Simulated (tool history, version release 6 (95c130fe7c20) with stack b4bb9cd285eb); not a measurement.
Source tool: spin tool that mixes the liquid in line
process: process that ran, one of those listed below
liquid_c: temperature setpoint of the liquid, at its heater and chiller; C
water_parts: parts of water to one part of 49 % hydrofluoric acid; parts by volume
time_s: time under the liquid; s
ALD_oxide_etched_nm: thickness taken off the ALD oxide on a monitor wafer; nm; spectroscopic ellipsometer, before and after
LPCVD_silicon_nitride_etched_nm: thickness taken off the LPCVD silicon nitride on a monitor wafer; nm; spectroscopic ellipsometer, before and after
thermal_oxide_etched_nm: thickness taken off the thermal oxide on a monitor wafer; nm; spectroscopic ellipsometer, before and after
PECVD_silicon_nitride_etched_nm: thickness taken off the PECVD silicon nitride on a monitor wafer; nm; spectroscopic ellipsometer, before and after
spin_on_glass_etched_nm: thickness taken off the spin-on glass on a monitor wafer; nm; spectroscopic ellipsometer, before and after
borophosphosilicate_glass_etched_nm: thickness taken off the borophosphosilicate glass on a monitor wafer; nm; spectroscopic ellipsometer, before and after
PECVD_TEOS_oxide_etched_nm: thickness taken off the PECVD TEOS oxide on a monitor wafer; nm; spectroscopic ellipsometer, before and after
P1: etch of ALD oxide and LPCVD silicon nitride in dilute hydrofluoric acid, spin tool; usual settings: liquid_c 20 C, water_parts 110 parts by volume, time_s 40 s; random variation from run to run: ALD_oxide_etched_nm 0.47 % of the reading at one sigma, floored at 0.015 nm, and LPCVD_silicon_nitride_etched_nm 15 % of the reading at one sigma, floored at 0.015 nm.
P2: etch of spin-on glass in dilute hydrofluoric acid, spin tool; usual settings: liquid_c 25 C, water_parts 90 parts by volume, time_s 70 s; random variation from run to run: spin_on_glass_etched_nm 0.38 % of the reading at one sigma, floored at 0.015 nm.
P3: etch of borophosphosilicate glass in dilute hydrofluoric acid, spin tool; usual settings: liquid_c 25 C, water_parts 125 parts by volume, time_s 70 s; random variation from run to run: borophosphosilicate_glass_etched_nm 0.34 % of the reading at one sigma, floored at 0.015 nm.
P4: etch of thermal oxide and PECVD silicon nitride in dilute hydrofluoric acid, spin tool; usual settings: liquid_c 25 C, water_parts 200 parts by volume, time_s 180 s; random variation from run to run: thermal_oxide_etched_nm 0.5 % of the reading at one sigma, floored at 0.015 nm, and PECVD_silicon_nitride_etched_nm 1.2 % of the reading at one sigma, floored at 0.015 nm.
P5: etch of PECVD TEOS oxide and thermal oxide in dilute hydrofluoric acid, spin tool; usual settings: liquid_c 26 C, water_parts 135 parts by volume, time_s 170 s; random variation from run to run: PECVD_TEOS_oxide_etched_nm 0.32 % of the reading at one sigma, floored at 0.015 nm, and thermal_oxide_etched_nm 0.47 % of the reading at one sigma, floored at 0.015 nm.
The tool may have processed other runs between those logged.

| run | hour | process | liquid_c | water_parts | time_s | ALD_oxide_etched_nm | LPCVD_silicon_nitride_etched_nm | thermal_oxide_etched_nm | PECVD_silicon_nitride_etched_nm | spin_on_glass_etched_nm | borophosphosilicate_glass_etched_nm | PECVD_TEOS_oxide_etched_nm |
|---|---|---|---|---|---|---|---|---|---|---|---|---|
| 1 | 14.8 | P1 | 20 | 110 | 40 | 7.7449 | 0.14976 |  |  |  |  |  |
| 2 | 31.4 | P1 | 17 | 110 | 60 | 10.186 | 0.15026 |  |  |  |  |  |
| 3 | 40.2 | P4 | 19.5 | 200 | 180 |  |  | 3.3785 | 1.3864 |  |  |  |
| 4 | 56.4 | P2 | 25 | 90 | 70 |  |  |  |  | 40.522 |  |  |
| 5 | 67.3 | P2 | 25 | 90 | 70 |  |  |  |  | 40.5 |  |  |
| 6 | 80.6 | P3 | 25 | 125 | 70 |  |  |  |  |  | 37.279 |  |
| 7 | 94 | P1 | 20 | 110 | 40 | 7.678 | 0.18385 |  |  |  |  |  |
| 8 | 103.9 | P1 | 20 | 110 | 40 | 7.72 | 0.16353 |  |  |  |  |  |
| 9 | 118.4 | P4 | 25 | 290 | 180 |  |  | 2.6276 | 1.3469 |  |  |  |
| 10 | 134.5 | P3 | 25 | 170 | 70 |  |  |  |  |  | 26.007 |  |
| 11 | 149.3 | P1 | 20 | 35 | 40 | 26.43 | 0.42649 |  |  |  |  |  |
| 12 | 164.5 | P5 | 18 | 135 | 170 |  |  | 4.2745 |  |  |  | 15.353 |
| 13 | 178.9 | P2 | 25 | 90 | 30 |  |  |  |  | 17.317 |  |  |
| 14 | 195.3 | P1 | 20 | 110 | 40 | 7.7741 | 0.16705 |  |  |  |  |  |
| 15 | 205.7 | P5 | 26 | 135 | 170 |  |  | 5.9584 |  |  |  | 21.324 |
| 16 | 222.4 | P5 | 26 | 135 | 80 |  |  | 2.7631 |  |  |  | 9.9632 |
| 17 | 231 | P2 | 19.5 | 90 | 70 |  |  |  |  | 32.552 |  |  |
| 18 | 242.3 | P1 | 20 | 170 | 40 | 4.6781 | 0.13971 |  |  |  |  |  |
| 19 | 258.5 | P1 | 20 | 180 | 15 | 1.636 | 0.056438 |  |  |  |  |  |
| 20 | 275.8 | P4 | 25 | 200 | 290 |  |  | 6.763 | 3.159 |  |  |  |
| 21 | 288.1 | P5 | 26 | 190 | 170 |  |  | 3.9028 |  |  |  | 14.17 |
| 22 | 297.4 | P4 | 25 | 200 | 180 |  |  | 4.2042 | 1.957 |  |  |  |
| 23 | 315.3 | P1 | 20 | 110 | 40 | 7.6929 | 0.14949 |  |  |  |  |  |
| 24 | 323.9 | P1 | 20 | 110 | 15 | 2.9139 | 0.037397 |  |  |  |  |  |
| 25 | 340.9 | P1 | 20 | 110 | 70 | 13.642 | 0.25734 |  |  |  |  |  |
| 26 | 352.4 | P1 | 28 | 110 | 40 | 10.56 | 0.27962 |  |  |  |  |  |
| 27 | 360.8 | P3 | 18 | 125 | 70 |  |  |  |  |  | 28.202 |  |
| 28 | 370.7 | P2 | 25 | 140 | 70 |  |  |  |  | 24.429 |  |  |
| 29 | 388.5 | P1 | 17 | 110 | 40 | 6.7619 | 0.14884 |  |  |  |  |  |
| 30 | 403.1 | P5 | 26 | 135 | 170 |  |  | 5.8844 |  |  |  | 21.309 |
| 31 | 420.3 | P3 | 25 | 125 | 70 |  |  |  |  |  | 37.228 |  |
| 32 | 433.6 | P3 | 25 | 125 | 110 |  |  |  |  |  | 58.562 |  |
| 33 | 442.8 | P1 | 20 | 110 | 40 | 7.6853 | 0.17448 |  |  |  |  |  |
| 34 | 459.9 | P1 | 20 | 110 | 40 | 7.9804 | 0.18185 |  |  |  |  |  |
| 35 | 478 | P1 | 20 | 110 | 40 | 8.1717 | 0.13178 |  |  |  |  |  |
| 36 | 495.4 | P1 | 20 | 110 | 40 | 8.1855 | 0.17688 |  |  |  |  |  |
| 37 | 504.5 | P1 | 20 | 110 | 40 | 8.1859 | 0.18332 |  |  |  |  |  |
| 38 | 519.2 | P1 | 20 | 110 | 40 | 8.253 | 0.16923 |  |  |  |  |  |
| 39 | 535.4 | P1 | 20 | 110 | 40 | 8.3124 | 0.16559 |  |  |  |  |  |
| 40 | 553.4 | P1 | 20 | 110 | 40 | 8.3638 | 0.13786 |  |  |  |  |  |
| 41 | 566.6 | P1 | 20 | 110 | 40 | 8.345 | 0.1164 |  |  |  |  |  |
| 42 | 576.2 | P1 | 20 | 110 | 40 | 8.37 | 0.15209 |  |  |  |  |  |
| 43 | 591.8 | P1 | 20 | 110 | 40 | 8.3561 | 0.17472 |  |  |  |  |  |

P1 no longer gives what it gave before; its output has crept away from where it was. The following 2 causes, each at its listed size, fit the log equally well:
A: liquid hotter than its thermometer reads (K) = 1.91
B: hydrofluoric acid flow above the setpoint (%) = 7.13
The creep began at about hour 442.8.

4 check runs are offered, each on 5 wafers whose results are averaged, their results left as question marks. Which one tells the causes apart?
| check 1 | 607.4 | P3 | 19.5 | 125 | 70 |  |  |  |  |  | ? |  |
| check 2 | 607.4 | P2 | 22 | 90 | 70 |  |  |  |  | ? |  |  |
| check 3 | 607.4 | P5 | 18 | 135 | 170 |  |  | ? |  |  |  | ? |
| check 4 | 607.4 | P4 | 25 | 265 | 180 |  |  | ? | ? |  |  |  |

Check results expected under each cause:
| check | result | if A | if B |
|---|---|---|---|
| check 1 | borophosphosilicate_glass_etched_nm | 32.345 | 32.374 |
| check 2 | spin_on_glass_etched_nm | 38.755 | 38.72 |
| check 3 | thermal_oxide_etched_nm | 4.6327 | 4.635 |
| check 3 | PECVD_TEOS_oxide_etched_nm | 16.75 | 16.758 |
| check 4 | thermal_oxide_etched_nm | 3.1474 | 3.2142 |
| check 4 | PECVD_silicon_nitride_etched_nm | 1.669 | 1.5922 |
Separation of the two closest causes in each check, using whichever result separates them best: check 1 0.09 %; check 2 0.09 %; check 3 0.05 %; check 4 4.71 %
Of the check runs offered, only check 4 discriminates between the causes; the rest would read about the same regardless of which cause applies.

Here is what check 4 returned: thermal_oxide_etched_nm 3.2096 nm; PECVD_silicon_nitride_etched_nm 1.5694 nm. Which cause is it?

The cause is B: hydrofluoric acid flow above the setpoint (%).
